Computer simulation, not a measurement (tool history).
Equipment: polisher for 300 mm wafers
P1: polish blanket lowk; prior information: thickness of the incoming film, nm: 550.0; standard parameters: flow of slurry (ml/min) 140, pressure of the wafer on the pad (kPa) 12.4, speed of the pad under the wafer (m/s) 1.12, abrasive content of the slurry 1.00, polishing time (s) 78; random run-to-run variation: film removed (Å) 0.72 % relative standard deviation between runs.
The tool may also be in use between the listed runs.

run	hour	flow of slurry (ml/min)	pressure of the wafer on the pad (kPa)	speed of the pad under the wafer (m/s)	abrasive content of the slurry	polishing time (s)	wafers polished on this pad	hours since the slurry nozzle was cleaned	hours since the head pressure was calibrated	hours since the slurry blender was calibrated	hours since the conditioning disc was replaced	film removed (Å)
1	12.5	140	12.4	1.12	1.00	78	840	366.5	287.3	94.4	347.7	355.99
2	21.4	140	12.4	1.62	1.00	78	906	375.4	296.2	103.3	356.6	480.58
3	28.1	140	12.4	0.50	1.00	78	955	382.1	302.9	110.0	363.3	186.26
4	42.2	140	8.3	1.12	1.00	39	1059	396.2	317.0	124.1	377.4	118.21
5	48.7	140	12.4	1.12	1.00	78	1107	402.7	323.5	130.6	383.9	357.32
6	57.1	140	12.4	1.12	1.50	78	1169	411.1	331.9	139.0	392.3	418.13
7	69.7	140	12.4	1.12	0.65	78	1262	423.7	344.5	151.6	404.9	285.69
8	80.7	140	12.4	1.12	1.00	78	1344	434.7	355.5	162.6	415.9	353.12
9	89.6	140	16.5	1.12	1.00	78	1409	443.6	364.4	171.5	424.8	474.06
10	101.4	140	6.9	1.12	1.00	78	1496	455.4	376.2	183.3	436.6	200.65
# hour 107.1: conditioning disc replaced and pad reconditioned
11	109.5	140	12.4	1.12	1.00	78	1556	463.5	384.3	191.4	2.5	356.94
12	118.0	140	6.2	1.12	0.55	78	1619	472.0	392.8	199.9	11.0	130.14
# hour 119.7: head pressure recalibrated
13	129.2	195	12.4	1.12	1.50	78	1701	483.2	9.5	211.1	22.2	437.25
# hour 131.4: slurry nozzle cleaned
14	136.2	140	12.4	1.12	1.00	99	1753	4.8	16.5	218.1	29.2	455.05
15	146.3	85	12.4	1.12	1.00	78	1828	14.9	26.6	228.2	39.3	317.83
16	155.2	140	12.4	1.12	1.00	35	1893	23.8	35.5	237.1	48.2	159.21
17	167.0	195	12.4	1.12	1.00	78	1980	35.6	47.3	248.9	60.0	377.61
18	178.8	140	12.4	1.12	1.00	78	2067	47.4	59.1	260.7	71.8	356.49
19	190.1	140	12.4	1.12	1.00	78	2151	58.7	70.4	272.0	83.1	353.09
20	202.4	140	12.4	1.12	1.00	78	2241	71.0	82.7	284.3	95.4	346.22
21	213.0	140	12.4	1.12	1.00	78	2320	81.6	93.3	294.9	106.0	337.85
# hour 217.8: worn pad replaced by a new one
22	224.9	140	12.4	1.12	1.00	78	52	93.5	105.2	306.8	117.9	336.44
# hour 230.8: conditioning disc replaced and pad reconditioned
# hour 237.4: head pressure recalibrated
23	238.9	140	12.4	1.12	1.00	78	156	107.5	1.6	320.8	8.2	330.54
24	251.3	140	12.4	1.12	1.00	78	247	119.9	14.0	333.2	20.6	334.54
25	265.9	140	12.4	1.12	1.00	78	355	134.5	28.6	347.8	35.2	330.26

What P1 gives has crept away from where it was. These 2 causes fit the log equally well, each at the size given:
A: abrasive missing from the slurry, % = 14.1
B: slurry flow missing at the pad, % = 28.5
Creep in the process output first set in at about hour 190.1.
Ruled out, with reasons:
removal rate lost through wear of the pad, %: was serviced at hour 217.8, once the creep was under way, yet the earlier output never came back
head's pressure below its setpoint, %: was serviced at hour 237.4, once the creep was under way, yet the earlier output never came back
time polished since the conditioner stopped cutting, s: was serviced at hour 230.8, once the creep was under way, yet the earlier output never came back

4 check runs are offered, each on 5 wafers whose results are averaged, their results left as question marks. Which one tells the causes apart?
check 1	280.5	140	12.4	1.12	1.00	39						?
check 2	280.5	140	12.4	0.76	1.00	42						?
check 3	280.5	140	12.4	1.12	1.20	78						?
check 4	280.5	100	12.4	1.12	1.00	78						?

Predicted outcomes, by check and by cause:
check	result	if A	if B
check 1	film removed (Å)	165.67	165.61
check 2	film removed (Å)	130.83	130.78
check 3	film removed (Å)	360.96	358.37
check 4	film removed (Å)	308.14	300.44
Separation of the two closest causes in each check, using whichever result separates them best: check 1 0.04 %; check 2 0.04 %; check 3 0.72 %; check 4 2.53 %
The other checks would show nearly matching results whichever cause is true, so check 4 is the only one that separates the causes.

Here is what check 4 returned: film removed (Å) 301.54. Which cause is it?

It is B: slurry flow missing at the pad, %.
